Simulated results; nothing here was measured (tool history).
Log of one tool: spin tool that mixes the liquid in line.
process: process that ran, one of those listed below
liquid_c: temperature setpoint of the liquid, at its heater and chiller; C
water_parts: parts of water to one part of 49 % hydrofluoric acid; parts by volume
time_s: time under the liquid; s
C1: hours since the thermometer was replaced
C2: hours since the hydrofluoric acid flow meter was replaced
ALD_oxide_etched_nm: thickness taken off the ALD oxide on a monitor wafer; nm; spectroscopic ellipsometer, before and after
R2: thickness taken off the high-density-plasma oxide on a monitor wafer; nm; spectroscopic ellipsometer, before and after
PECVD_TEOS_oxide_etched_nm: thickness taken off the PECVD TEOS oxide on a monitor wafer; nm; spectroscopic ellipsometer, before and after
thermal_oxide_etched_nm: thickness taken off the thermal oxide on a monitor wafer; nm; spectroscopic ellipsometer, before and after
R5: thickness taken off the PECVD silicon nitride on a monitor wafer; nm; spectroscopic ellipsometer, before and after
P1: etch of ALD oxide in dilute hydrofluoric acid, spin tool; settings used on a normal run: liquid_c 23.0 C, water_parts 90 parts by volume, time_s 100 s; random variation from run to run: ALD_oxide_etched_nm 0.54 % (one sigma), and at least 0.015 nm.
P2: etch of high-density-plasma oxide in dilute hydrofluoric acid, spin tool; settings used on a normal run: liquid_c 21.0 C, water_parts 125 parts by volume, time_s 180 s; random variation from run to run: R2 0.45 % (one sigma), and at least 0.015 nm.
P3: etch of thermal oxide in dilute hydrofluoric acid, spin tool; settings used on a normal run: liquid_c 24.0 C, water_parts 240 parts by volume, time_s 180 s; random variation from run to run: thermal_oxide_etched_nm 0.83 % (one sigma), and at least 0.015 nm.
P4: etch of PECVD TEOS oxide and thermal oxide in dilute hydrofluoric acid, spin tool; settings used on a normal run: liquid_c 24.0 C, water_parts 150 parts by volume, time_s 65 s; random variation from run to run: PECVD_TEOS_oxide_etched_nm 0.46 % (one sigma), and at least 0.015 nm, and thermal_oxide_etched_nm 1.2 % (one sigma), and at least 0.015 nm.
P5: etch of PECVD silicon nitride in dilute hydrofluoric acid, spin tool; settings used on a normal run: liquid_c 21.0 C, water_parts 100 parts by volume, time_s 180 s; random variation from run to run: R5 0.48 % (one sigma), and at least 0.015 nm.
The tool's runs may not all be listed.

{"run": 1, "hour": 7.1, "process": "P1", "liquid_c": 23.0, "water_parts": 90, "time_s": 100, "C1": 1165.6, "C2": 280.3, "ALD_oxide_etched_nm": 19.448}
{"run": 2, "hour": 14.8, "process": "P1", "liquid_c": 23.0, "water_parts": 45, "time_s": 100, "C1": 1173.3, "C2": 288.0, "ALD_oxide_etched_nm": 41.087}
{"run": 3, "hour": 28.1, "process": "P2", "liquid_c": 21.0, "water_parts": 200, "time_s": 180, "C1": 1186.6, "C2": 301.3, "R2": 4.4004}
{"run": 4, "hour": 41.2, "process": "P2", "liquid_c": 25.0, "water_parts": 125, "time_s": 180, "C1": 1199.7, "C2": 314.4, "R2": 8.884}
{"run": 5, "hour": 47.3, "process": "P4", "liquid_c": 24.0, "water_parts": 215, "time_s": 65, "C1": 1205.8, "C2": 320.5, "PECVD_TEOS_oxide_etched_nm": 4.4917, "thermal_oxide_etched_nm": 1.183}
{"run": 6, "hour": 55.7, "process": "P5", "liquid_c": 21.0, "water_parts": 100, "time_s": 180, "C1": 1214.2, "C2": 328.9, "R5": 4.9832}
{"run": 7, "hour": 69.2, "process": "P3", "liquid_c": 24.0, "water_parts": 240, "time_s": 180, "C1": 1227.7, "C2": 342.4, "thermal_oxide_etched_nm": 2.7891}
{"run": 8, "hour": 80.5, "process": "P4", "liquid_c": 18.5, "water_parts": 150, "time_s": 65, "C1": 1239.0, "C2": 353.7, "PECVD_TEOS_oxide_etched_nm": 5.6125, "thermal_oxide_etched_nm": 1.4853}
{"hour": 92.4, "done": "hydrofluoric acid flow meter replaced"}
{"run": 9, "hour": 94.2, "process": "P1", "liquid_c": 18.5, "water_parts": 90, "time_s": 100, "C1": 1252.7, "C2": 1.9, "ALD_oxide_etched_nm": 16.108}
{"run": 10, "hour": 108.1, "process": "P2", "liquid_c": 21.0, "water_parts": 125, "time_s": 180, "C1": 1266.6, "C2": 15.8, "R2": 7.6171}
{"run": 11, "hour": 119.0, "process": "P3", "liquid_c": 18.5, "water_parts": 240, "time_s": 180, "C1": 1277.5, "C2": 26.7, "thermal_oxide_etched_nm": 2.2631}
{"run": 12, "hour": 129.5, "process": "P5", "liquid_c": 21.0, "water_parts": 100, "time_s": 30, "C1": 1288.0, "C2": 37.2, "R5": 0.8549}
{"run": 13, "hour": 137.0, "process": "P1", "liquid_c": 23.0, "water_parts": 130, "time_s": 100, "C1": 1295.5, "C2": 44.7, "ALD_oxide_etched_nm": 12.782}
{"run": 14, "hour": 143.2, "process": "P3", "liquid_c": 24.0, "water_parts": 240, "time_s": 75, "C1": 1301.7, "C2": 50.9, "thermal_oxide_etched_nm": 1.1593}
{"run": 15, "hour": 156.2, "process": "P1", "liquid_c": 23.0, "water_parts": 45, "time_s": 25, "C1": 1314.7, "C2": 63.9, "ALD_oxide_etched_nm": 10.3}
{"run": 16, "hour": 163.8, "process": "P5", "liquid_c": 21.0, "water_parts": 50, "time_s": 180, "C1": 1322.3, "C2": 71.5, "R5": 9.7946}
{"run": 17, "hour": 170.8, "process": "P1", "liquid_c": 30.0, "water_parts": 90, "time_s": 60, "C1": 1329.3, "C2": 78.5, "ALD_oxide_etched_nm": 15.376}
{"hour": 172.9, "done": "thermometer replaced"}
{"run": 18, "hour": 182.7, "process": "P1", "liquid_c": 23.0, "water_parts": 90, "time_s": 100, "C1": 9.8, "C2": 90.4, "ALD_oxide_etched_nm": 19.413}
{"run": 19, "hour": 195.8, "process": "P1", "liquid_c": 23.0, "water_parts": 90, "time_s": 100, "C1": 22.9, "C2": 103.5, "ALD_oxide_etched_nm": 19.411}
{"run": 20, "hour": 209.2, "process": "P1", "liquid_c": 23.0, "water_parts": 90, "time_s": 100, "C1": 36.3, "C2": 116.9, "ALD_oxide_etched_nm": 19.567}
{"run": 21, "hour": 220.7, "process": "P1", "liquid_c": 23.0, "water_parts": 90, "time_s": 35, "C1": 47.8, "C2": 128.4, "ALD_oxide_etched_nm": 6.7739}
{"run": 22, "hour": 228.8, "process": "P5", "liquid_c": 21.0, "water_parts": 100, "time_s": 180, "C1": 55.9, "C2": 136.5, "R5": 4.9367}
{"run": 23, "hour": 239.0, "process": "P4", "liquid_c": 24.0, "water_parts": 150, "time_s": 65, "C1": 66.1, "C2": 146.7, "PECVD_TEOS_oxide_etched_nm": 6.9177, "thermal_oxide_etched_nm": 1.8075}
{"run": 24, "hour": 246.6, "process": "P1", "liquid_c": 23.0, "water_parts": 90, "time_s": 145, "C1": 73.7, "C2": 154.3, "ALD_oxide_etched_nm": 27.889}
{"run": 25, "hour": 257.1, "process": "P3", "liquid_c": 24.0, "water_parts": 350, "time_s": 180, "C1": 84.2, "C2": 164.8, "thermal_oxide_etched_nm": 1.7143}
{"run": 26, "hour": 265.6, "process": "P5", "liquid_c": 17.0, "water_parts": 100, "time_s": 180, "C1": 92.7, "C2": 173.3, "R5": 3.7388}
{"run": 27, "hour": 273.0, "process": "P1", "liquid_c": 23.0, "water_parts": 90, "time_s": 100, "C1": 100.1, "C2": 180.7, "ALD_oxide_etched_nm": 19.486}
{"run": 28, "hour": 280.1, "process": "P1", "liquid_c": 23.0, "water_parts": 90, "time_s": 100, "C1": 107.2, "C2": 187.8, "ALD_oxide_etched_nm": 19.636}
{"run": 29, "hour": 288.3, "process": "P2", "liquid_c": 21.0, "water_parts": 125, "time_s": 35, "C1": 115.4, "C2": 196.0, "R2": 1.4721}
{"run": 30, "hour": 298.8, "process": "P1", "liquid_c": 29.5, "water_parts": 90, "time_s": 100, "C1": 125.9, "C2": 206.5, "ALD_oxide_etched_nm": 24.995}
{"run": 31, "hour": 308.0, "process": "P4", "liquid_c": 24.0, "water_parts": 150, "time_s": 35, "C1": 135.1, "C2": 215.7, "PECVD_TEOS_oxide_etched_nm": 3.7198, "thermal_oxide_etched_nm": 0.98143}
{"run": 32, "hour": 315.0, "process": "P1", "liquid_c": 23.0, "water_parts": 90, "time_s": 100, "C1": 142.1, "C2": 222.7, "ALD_oxide_etched_nm": 19.518}
{"run": 33, "hour": 325.1, "process": "P1", "liquid_c": 23.0, "water_parts": 90, "time_s": 100, "C1": 152.2, "C2": 232.8, "ALD_oxide_etched_nm": 20.001}
{"run": 34, "hour": 331.2, "process": "P1", "liquid_c": 23.0, "water_parts": 90, "time_s": 100, "C1": 158.3, "C2": 238.9, "ALD_oxide_etched_nm": 20.55}
{"run": 35, "hour": 343.1, "process": "P1", "liquid_c": 23.0, "water_parts": 90, "time_s": 100, "C1": 170.2, "C2": 250.8, "ALD_oxide_etched_nm": 20.894}
{"run": 36, "hour": 349.8, "process": "P1", "liquid_c": 23.0, "water_parts": 90, "time_s": 100, "C1": 176.9, "C2": 257.5, "ALD_oxide_etched_nm": 20.746}
{"run": 37, "hour": 358.0, "process": "P1", "liquid_c": 23.0, "water_parts": 90, "time_s": 100, "C1": 185.1, "C2": 265.7, "ALD_oxide_etched_nm": 21.051}
{"run": 38, "hour": 371.6, "process": "P1", "liquid_c": 23.0, "water_parts": 90, "time_s": 100, "C1": 198.7, "C2": 279.3, "ALD_oxide_etched_nm": 21.234}
{"run": 39, "hour": 383.6, "process": "P1", "liquid_c": 23.0, "water_parts": 90, "time_s": 100, "C1": 210.7, "C2": 291.3, "ALD_oxide_etched_nm": 21.449}
{"run": 40, "hour": 395.9, "process": "P1", "liquid_c": 23.0, "water_parts": 90, "time_s": 100, "C1": 223.0, "C2": 303.6, "ALD_oxide_etched_nm": 21.342}

Compared with where it was, what P1 gives has crept away. Each cause listed below fits the log as well as the rest, at the size given for it:
A: liquid hotter than its thermometer reads (K) = 2.3
B: hydrofluoric acid flow above the setpoint (%) = 8.62
The drift started at roughly hour 315.0.

Which of the 4 check runs listed below separates the causes, so that each cause would produce a clearly different result? Each run uses one wafer, and its results are marked with question marks.
{"run": "check 1", "hour": 408.2, "process": "P4", "liquid_c": 24.0, "water_parts": 150, "time_s": 65, "PECVD_TEOS_oxide_etched_nm": "?", "thermal_oxide_etched_nm": "?"}
{"run": "check 2", "hour": 408.2, "process": "P3", "liquid_c": 24.0, "water_parts": 240, "time_s": 180, "thermal_oxide_etched_nm": "?"}
{"run": "check 3", "hour": 408.2, "process": "P2", "liquid_c": 21.0, "water_parts": 125, "time_s": 180, "R2": "?"}
{"run": "check 4", "hour": 408.2, "process": "P5", "liquid_c": 21.0, "water_parts": 100, "time_s": 180, "R5": "?"}

What each check would give under each cause:
check=check_1 result=PECVD_TEOS_oxide_etched_nm if_A=7.5679 if_B=7.6398
check=check_1 result=thermal_oxide_etched_nm if_A=1.97110 if_B=1.98980
check=check_2 result=thermal_oxide_etched_nm if_A=3.03440 if_B=3.09810
check=check_3 result=R2 if_A=8.3459 if_B=8.3677
check=check_4 result=R5 if_A=5.7762 if_B=5.3700
Gap, in per cent, between the two causes that each check separates least, read from the result that separates them most: check 1 0.95 %; check 2 2.08 %; check 3 0.26 %; check 4 7.29 %
Check 4 is the one run that separates the causes; every other check would come out nearly the same whichever cause is at work.

Running check 4 produced the following: R5 5.3668 nm. Which one of the listed causes fits?

The correct cause is B, namely: hydrofluoric acid flow above the setpoint (%).
